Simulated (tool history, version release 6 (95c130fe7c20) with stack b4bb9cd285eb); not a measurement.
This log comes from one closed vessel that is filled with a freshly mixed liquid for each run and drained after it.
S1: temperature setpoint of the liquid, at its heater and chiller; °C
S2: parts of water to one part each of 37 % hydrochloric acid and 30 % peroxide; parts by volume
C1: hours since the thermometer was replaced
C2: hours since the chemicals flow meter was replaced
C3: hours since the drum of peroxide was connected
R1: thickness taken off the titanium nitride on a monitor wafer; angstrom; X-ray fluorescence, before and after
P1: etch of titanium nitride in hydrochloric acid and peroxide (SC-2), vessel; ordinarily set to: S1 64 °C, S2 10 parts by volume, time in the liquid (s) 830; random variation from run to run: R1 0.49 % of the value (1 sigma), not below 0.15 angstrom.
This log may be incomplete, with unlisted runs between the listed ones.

Run 1, day 0.371: S1 64 °C, S2 10 parts by volume, time in the liquid (s) 830; C1 909.6; C2 1096.7; C3 337.4. Result: R1 452.8 angstrom.
Run 2, day 0.746: S1 64 °C, S2 10 parts by volume, time in the liquid (s) 830; C1 918.6; C2 1105.7; C3 346.4. Result: R1 450.4 angstrom.
At day 1.233: thermometer replaced.
Run 3, day 1.288: S1 64 °C, S2 18.5 parts by volume, time in the liquid (s) 830; C1 1.4; C2 1118.7; C3 359.4. Result: R1 267.53 angstrom.
Run 4, day 1.688: S1 64 °C, S2 10 parts by volume, time in the liquid (s) 110; C1 11; C2 1128.3; C3 369. Result: R1 60.59 angstrom.
Run 5, day 2.342: S1 64 °C, S2 15.5 parts by volume, time in the liquid (s) 90; C1 26.7; C2 1144; C3 384.7. Result: R1 33.794 angstrom.
Run 6, day 2.671: S1 64 °C, S2 16 parts by volume, time in the liquid (s) 405; C1 34.6; C2 1151.9; C3 392.6. Result: R1 147.53 angstrom.
Run 7, day 3.258: S1 72 °C, S2 10 parts by volume, time in the liquid (s) 830; C1 48.7; C2 1166; C3 406.7. Result: R1 727.69 angstrom.
Run 8, day 3.958: S1 64 °C, S2 10 parts by volume, time in the liquid (s) 830; C1 65.5; C2 1182.8; C3 423.5. Result: R1 453.67 angstrom.
Run 9, day 4.638: S1 64 °C, S2 4 parts by volume, time in the liquid (s) 830; C1 81.8; C2 1199.1; C3 439.8. Result: R1 902.3 angstrom.
Run 10, day 5.333: S1 64 °C, S2 10 parts by volume, time in the liquid (s) 830; C1 98.5; C2 1215.8; C3 456.5. Result: R1 451.09 angstrom.
Run 11, day 5.7: S1 64 °C, S2 16.5 parts by volume, time in the liquid (s) 1260; C1 107.3; C2 1224.6; C3 465.3. Result: R1 443.87 angstrom.
Run 12, day 6.354: S1 48 °C, S2 10 parts by volume, time in the liquid (s) 830; C1 123; C2 1240.3; C3 481. Result: R1 161.08 angstrom.
Run 13, day 7.046: S1 64 °C, S2 10 parts by volume, time in the liquid (s) 1620; C1 139.6; C2 1256.9; C3 497.6. Result: R1 881.64 angstrom.
Run 14, day 7.671: S1 64 °C, S2 10 parts by volume, time in the liquid (s) 830; C1 154.6; C2 1271.9; C3 512.6. Result: R1 451.15 angstrom.
Run 15, day 8.333: S1 64 °C, S2 10 parts by volume, time in the liquid (s) 830; C1 170.5; C2 1287.8; C3 528.5. Result: R1 439.96 angstrom.
Run 16, day 8.742: S1 64 °C, S2 10 parts by volume, time in the liquid (s) 830; C1 180.3; C2 1297.6; C3 538.3. Result: R1 432.11 angstrom.
Run 17, day 9.1: S1 64 °C, S2 10 parts by volume, time in the liquid (s) 830; C1 188.9; C2 1306.2; C3 546.9. Result: R1 429.18 angstrom.
Run 18, day 9.517: S1 64 °C, S2 10 parts by volume, time in the liquid (s) 830; C1 198.9; C2 1316.2; C3 556.9. Result: R1 423.96 angstrom.
Run 19, day 10.008: S1 64 °C, S2 10 parts by volume, time in the liquid (s) 830; C1 210.7; C2 1328; C3 568.7. Result: R1 420.93 angstrom.
Run 20, day 10.412: S1 64 °C, S2 10 parts by volume, time in the liquid (s) 830; C1 220.4; C2 1337.7; C3 578.4. Result: R1 421.08 angstrom.
At day 10.817: new drum of peroxide connected.
Run 21, day 10.958: S1 64 °C, S2 10 parts by volume, time in the liquid (s) 830; C1 233.5; C2 1350.8; C3 3.5. Result: R1 419.81 angstrom.
Run 22, day 11.546: S1 64 °C, S2 10 parts by volume, time in the liquid (s) 830; C1 247.6; C2 1364.9; C3 17.6. Result: R1 417.49 angstrom.
Run 23, day 12.154: S1 64 °C, S2 10 parts by volume, time in the liquid (s) 830; C1 262.2; C2 1379.5; C3 32.2. Result: R1 422.54 angstrom.
Run 24, day 12.646: S1 64 °C, S2 10 parts by volume, time in the liquid (s) 830; C1 274; C2 1391.3; C3 44. Result: R1 415.72 angstrom.

Compared with where it was, what P1 gives has crept away. Each cause listed below fits the log as well as the rest, at the size given for it:
A: chemicals flow below the setpoint (%) = 9.42
B: liquid colder than its thermometer reads (K) = 1.36
Onset of the creep was near day 7.671.
Why every other cause is out:
peroxide weaker than its label (%): its service at day 10.817 followed the start of the drift and did not put the process back to its old value

Below are 4 check runs, each averaged over 3 wafers, with their results shown as question marks. Which of them would give clearly different results depending on which cause is behind the drift?
Run check 1, day 13.138: S1 54 °C, S2 4 parts by volume, time in the liquid (s) 830. Result: R1 ?.
Run check 2, day 13.138: S1 52.5 °C, S2 17.5 parts by volume, time in the liquid (s) 830. Result: R1 ?.
Run check 3, day 13.138: S1 64 °C, S2 18 parts by volume, time in the liquid (s) 110. Result: R1 ?.
Run check 4, day 13.138: S1 57.5 °C, S2 10 parts by volume, time in the liquid (s) 1580. Result: R1 ?.

If the cause were each of the candidates in turn, the checks would give the following:
  check  result    if A    if B
check 1      R1  450.97  441.24
check 2      R1  123.04  122.99
check 3      R1   32.96  33.153
check 4      R1  529.12  527.09
Minimum pairwise separation of causes per check, each pair taken at its best-separating result: check 1 2.18 %; check 2 0.04 %; check 3 0.58 %; check 4 0.39 %
Of the check runs offered, only check 1 discriminates between the causes; the rest would read about the same regardless of which cause applies.

Running check 1 produced the following: R1 451.72 angstrom. Which one of the listed causes fits?

It is A: chemicals flow below the setpoint (%).
